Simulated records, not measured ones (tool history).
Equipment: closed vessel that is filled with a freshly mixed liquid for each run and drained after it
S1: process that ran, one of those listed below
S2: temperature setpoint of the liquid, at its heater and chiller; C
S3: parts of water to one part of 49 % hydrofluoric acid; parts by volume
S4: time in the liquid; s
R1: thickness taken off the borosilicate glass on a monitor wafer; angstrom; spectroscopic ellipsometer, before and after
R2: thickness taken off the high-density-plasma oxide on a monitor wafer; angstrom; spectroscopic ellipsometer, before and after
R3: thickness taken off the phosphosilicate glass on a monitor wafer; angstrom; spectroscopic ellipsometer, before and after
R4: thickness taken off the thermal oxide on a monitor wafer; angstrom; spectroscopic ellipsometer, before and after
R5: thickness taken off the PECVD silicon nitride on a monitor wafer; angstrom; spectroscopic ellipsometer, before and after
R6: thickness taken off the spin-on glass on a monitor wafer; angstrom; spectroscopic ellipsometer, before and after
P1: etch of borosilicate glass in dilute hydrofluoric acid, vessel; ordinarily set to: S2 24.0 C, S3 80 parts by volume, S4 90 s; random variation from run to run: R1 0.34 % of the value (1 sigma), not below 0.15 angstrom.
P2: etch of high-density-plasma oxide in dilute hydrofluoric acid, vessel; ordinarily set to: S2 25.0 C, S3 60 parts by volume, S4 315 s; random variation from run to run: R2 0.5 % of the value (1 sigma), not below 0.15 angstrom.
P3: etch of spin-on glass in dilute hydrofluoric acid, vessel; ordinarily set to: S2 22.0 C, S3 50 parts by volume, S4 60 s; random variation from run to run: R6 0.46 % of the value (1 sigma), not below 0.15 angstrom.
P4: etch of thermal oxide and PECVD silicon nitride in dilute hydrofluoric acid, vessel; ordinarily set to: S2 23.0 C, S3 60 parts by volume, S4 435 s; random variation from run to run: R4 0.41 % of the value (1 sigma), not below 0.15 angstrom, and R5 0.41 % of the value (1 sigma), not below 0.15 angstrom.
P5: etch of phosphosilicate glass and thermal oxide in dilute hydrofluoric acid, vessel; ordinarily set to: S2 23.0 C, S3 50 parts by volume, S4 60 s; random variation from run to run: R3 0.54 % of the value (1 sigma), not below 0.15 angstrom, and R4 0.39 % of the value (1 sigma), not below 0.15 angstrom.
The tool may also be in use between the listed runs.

run,day,S1,S2,S3,S4,R1,R2,R3,R4,R5,R6
1,0.117,P1,24.0,80,90,582.72,,,,,
2,0.242,P2,25.0,60,315,,359.380,,,,
3,0.404,P2,25.0,60,315,,359.270,,,,
4,0.512,P5,23.0,50,60,,,1390.90,57.315,,
5,0.596,P1,24.0,80,90,586.56,,,,,
6,0.754,P1,24.0,80,135,877.23,,,,,
7,0.850,P4,23.0,60,435,,,,358.290,208.070,
8,0.950,P1,24.0,80,90,582.22,,,,,
9,1.067,P4,23.0,20,435,,,,1126.600,601.170,
10,1.171,P5,23.0,50,30,,,689.18,28.379,,
11,1.321,P4,23.0,60,435,,,,357.420,207.250,
12,1.408,P2,25.0,60,30,,34.273,,,,
13,1.538,P5,30.5,50,60,,,1854.10,77.062,,
14,1.700,P5,23.0,50,60,,,1384.80,57.267,,
15,1.862,P5,23.0,75,60,,,890.93,36.910,,
16,2.021,P1,31.5,80,40,346.13,,,,,
17,2.192,P1,24.0,80,90,581.15,,,,,
18,2.333,P3,22.0,50,30,,,,,,375.92
19,2.458,P1,24.0,80,90,583.75,,,,,
20,2.550,P2,32.0,60,315,,469.640,,,,
21,2.696,P4,23.0,60,190,,,,154.840,90.992,
22,2.804,P3,22.0,50,60,,,,,,744.61
23,2.892,P4,17.0,60,435,,,,276.850,137.520,
24,3.062,P1,24.0,40,90,1222.80,,,,,
25,3.221,P3,22.0,20,60,,,,,,1949.40
26,3.408,P1,24.0,80,30,194.51,,,,,
27,3.533,P1,30.0,80,90,738.65,,,,,
28,3.650,P3,30.0,50,60,,,,,,1032.60
29,3.754,P1,19.5,80,90,483.37,,,,,
30,3.929,P1,31.5,115,90,516.24,,,,,
31,4.117,P2,25.0,85,315,,245.610,,,,
32,4.208,P1,24.0,130,90,336.28,,,,,
33,4.342,P1,24.0,80,90,580.62,,,,,
34,4.488,P1,24.0,80,90,571.56,,,,,
35,4.675,P1,24.0,80,90,563.72,,,,,
36,4.783,P1,24.0,80,90,557.23,,,,,
37,4.908,P1,24.0,80,90,558.22,,,,,
38,5.004,P1,24.0,80,90,554.39,,,,,
39,5.188,P1,24.0,80,90,550.18,,,,,
40,5.346,P1,24.0,80,90,550.34,,,,,
41,5.475,P1,24.0,80,90,550.54,,,,,
42,5.633,P1,24.0,80,90,546.54,,,,,

What P1 gives has crept away from where it was. These 2 causes fit the log equally well, each at the size given:
A: liquid colder than its thermometer reads (K) = 1.44
B: hydrofluoric acid flow below the setpoint (%) = 5.13
The gradual shift began around day 4.342.

Listed below are the offered check runs, one wafer per run, with question marks in place of results. For which of them would the causes give clearly different outcomes?
check 1,5.792,P3,22.0,25,30,,,,,,?
check 2,5.792,P5,27.0,50,60,,,?,?,,
check 3,5.792,P4,23.0,20,435,,,,?,?,
check 4,5.792,P2,28.0,60,315,,?,,,,

How each check would come out, cause by cause:
check,result,if A,if B
check 1,R6,730.66,736.10
check 2,R3,1535.10,1537.80
check 2,R4,63.157,63.269
check 3,R4,1060.900,1068.900
check 3,R5,543.330,571.070
check 4,R2,381.690,381.680
How far apart the two closest causes lie, in the result that separates them most: check 1 0.74 %; check 2 0.18 %; check 3 4.98 %; check 4 0 %
The causes can be told apart only by check 3. The other checks would give nearly the same results under each of them.

Then check 3 was run and gave: R4 1066.000 angstrom; R5 544.200 angstrom. Which cause is it?

The cause is A: liquid colder than its thermometer reads (K).

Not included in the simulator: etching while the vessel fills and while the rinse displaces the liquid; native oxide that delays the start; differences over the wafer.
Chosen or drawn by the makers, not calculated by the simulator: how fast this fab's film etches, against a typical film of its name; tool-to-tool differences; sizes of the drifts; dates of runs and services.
